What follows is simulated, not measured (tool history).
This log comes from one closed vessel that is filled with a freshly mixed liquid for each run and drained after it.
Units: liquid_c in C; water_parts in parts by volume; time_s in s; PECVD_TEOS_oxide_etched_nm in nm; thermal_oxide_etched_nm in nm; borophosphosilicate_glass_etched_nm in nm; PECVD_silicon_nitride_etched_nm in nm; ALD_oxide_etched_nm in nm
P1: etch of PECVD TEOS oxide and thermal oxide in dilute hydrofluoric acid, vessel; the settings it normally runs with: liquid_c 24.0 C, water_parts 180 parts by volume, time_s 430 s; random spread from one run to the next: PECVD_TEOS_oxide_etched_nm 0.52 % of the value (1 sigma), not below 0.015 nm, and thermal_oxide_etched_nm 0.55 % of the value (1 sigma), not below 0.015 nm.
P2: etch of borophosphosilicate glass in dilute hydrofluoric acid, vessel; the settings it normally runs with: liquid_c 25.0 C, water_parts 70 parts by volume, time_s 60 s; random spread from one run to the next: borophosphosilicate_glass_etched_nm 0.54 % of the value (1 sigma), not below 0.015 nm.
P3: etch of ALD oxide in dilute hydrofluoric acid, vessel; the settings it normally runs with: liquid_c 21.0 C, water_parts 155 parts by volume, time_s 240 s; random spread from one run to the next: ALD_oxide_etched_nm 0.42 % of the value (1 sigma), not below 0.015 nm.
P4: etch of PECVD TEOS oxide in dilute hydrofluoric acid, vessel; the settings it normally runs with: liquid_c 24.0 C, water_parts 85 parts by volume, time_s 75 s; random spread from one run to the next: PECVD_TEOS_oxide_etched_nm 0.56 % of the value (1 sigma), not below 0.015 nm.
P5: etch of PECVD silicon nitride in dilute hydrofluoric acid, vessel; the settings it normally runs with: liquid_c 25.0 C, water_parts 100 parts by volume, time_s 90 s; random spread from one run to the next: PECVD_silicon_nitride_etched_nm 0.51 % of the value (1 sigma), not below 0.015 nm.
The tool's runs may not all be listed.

run	day	process	liquid_c	water_parts	time_s	hours since the thermometer was replaced	hours since the hydrofluoric acid flow meter was replaced	PECVD_TEOS_oxide_etched_nm	thermal_oxide_etched_nm	borophosphosilicate_glass_etched_nm	PECVD_silicon_nitride_etched_nm	ALD_oxide_etched_nm
1	0.338	P1	24.0	180	430	619.2	495.9	18.8310	9.4512			
2	0.904	P2	17.5	70	60	632.8	509.5			29.513		
3	1.575	P1	30.0	180	430	648.9	525.6	23.3120	11.7220			
4	2.204	P4	24.0	85	75	664.0	540.7	7.5472				
5	2.771	P5	20.0	100	90	677.6	554.3				3.5704	
6	3.371	P1	17.0	320	430	692.0	568.7	7.1958	3.6354			
7	3.858	P1	24.0	60	430	703.7	580.4	65.4440	32.8110			
8	4.196	P1	24.0	180	430	711.8	588.5	18.7750	9.5301			
9	4.567	P1	24.0	320	695	720.7	597.4	14.7720	7.5063			
10	5.133	P1	24.0	180	430	734.3	611.0	18.7320	9.5370			
11	5.733	P3	21.0	155	240	748.7	625.4					19.515
12	6.067	P4	24.0	85	140	756.7	633.4	13.9820				
13	6.533	P1	24.0	180	115	767.9	644.6	4.9773	2.5366			
14	7.096	P1	24.0	180	430	781.4	658.1	18.9220	9.4764			
15	7.588	P1	28.5	95	430	793.2	669.9	46.8880	23.5510			
16	8.188	P1	24.0	300	430	807.6	684.3	10.0390	5.0266			
17	8.833	P5	25.0	100	90	823.1	699.8				5.0252	
18	9.250	P2	25.0	70	60	833.1	709.8			40.029		
19	9.954	P5	25.0	100	90	850.0	726.7				5.0097	
20	10.446	P4	19.0	85	75	861.8	738.5	6.1052				
21	10.833	P2	25.0	70	100	871.1	747.8			67.411		
22	11.454	P3	21.0	155	475	886.0	762.7					38.820
23	11.917	P4	24.0	40	75	897.1	773.8	16.8350				
24	12.342	P3	21.0	60	240	907.3	784.0					56.339
25	12.962	P1	24.0	180	430	922.2	798.9	18.7090	9.4927			
26	13.304	P5	25.0	100	160	930.4	807.1				8.8983	
27	13.879	P1	17.0	180	430	944.2	820.9	14.3150	7.2404			
28	14.388	P5	25.0	35	90	956.4	833.1				14.0650	
29	14.867	P2	25.0	70	60	967.9	844.6			40.013		
30	15.454	P3	29.0	155	240	982.0	858.7					26.620
31	15.833	P4	24.0	85	75	991.1	867.8	7.5179				
32	16.167	P2	25.0	100	60	999.1	875.8			27.006		
33	16.858	P1	24.0	180	430	1015.7	892.4	18.8760	9.4680			
34	17.167	P1	24.0	180	840	1023.1	899.8	37.1380	18.5940			
35	17.638	P1	24.0	180	430	1034.4	911.1	18.8610	9.5179			
36	18.175	P1	24.0	180	430	1047.3	924.0	19.0740	9.7810			
37	18.838	P1	24.0	180	430	1063.2	939.9	19.7060	9.8315			
38	19.504	P1	24.0	180	430	1079.2	955.9	19.9680	10.0910			
39	20.167	P1	24.0	180	430	1095.1	971.8	19.8730	10.0980			
40	20.683	P1	24.0	180	430	1107.5	984.2	20.1030	10.1100			
41	21.358	P1	24.0	180	430	1123.7	1000.4	20.2770	10.1450			
42	22.062	P1	24.0	180	430	1140.6	1017.3	20.2480	10.2350			
43	22.629	P1	24.0	180	430	1154.2	1030.9	20.1970	10.2490			
44	23.154	P1	24.0	180	430	1166.8	1043.5	20.1550	10.2370			
45	23.496	P1	24.0	180	430	1175.0	1051.7	20.2150	10.1970			

Something has made what P1 gives creep away from where it was; the 2 causes below, each at its own stated size, fit the log equally well:
A: liquid hotter than its thermometer reads (K) = 2
B: hydrofluoric acid flow above the setpoint (%) = 6.37
The creep began at about day 17.638.

Question marks stand in for the results of the 4 check runs listed below, each run on one wafer. Under which run would the listed causes show clearly different results?
check 1	23.838	P5	25.0	100	90						?	
check 2	23.838	P3	21.0	155	240							?
check 3	23.838	P4	24.0	85	75			?				
check 4	23.838	P2	25.0	70	60					?		

Expected result of each check under each candidate cause:
check	result	if A	if B
check 1	PECVD_silicon_nitride_etched_nm	5.6952	5.3180
check 2	ALD_oxide_etched_nm	21.277	21.147
check 3	PECVD_TEOS_oxide_etched_nm	8.1076	8.0169
check 4	borophosphosilicate_glass_etched_nm	43.489	42.952
Separation of the two closest causes in each check, using whichever result separates them best: check 1 6.85 %; check 2 0.61 %; check 3 1.12 %; check 4 1.24 %
Of the check runs offered, only check 1 discriminates between the causes; the rest would read about the same regardless of which cause applies.

After running check 1, the following was obtained: PECVD_silicon_nitride_etched_nm 5.3513 nm. Which cause does this point to?

The cause is B: hydrofluoric acid flow above the setpoint (%).

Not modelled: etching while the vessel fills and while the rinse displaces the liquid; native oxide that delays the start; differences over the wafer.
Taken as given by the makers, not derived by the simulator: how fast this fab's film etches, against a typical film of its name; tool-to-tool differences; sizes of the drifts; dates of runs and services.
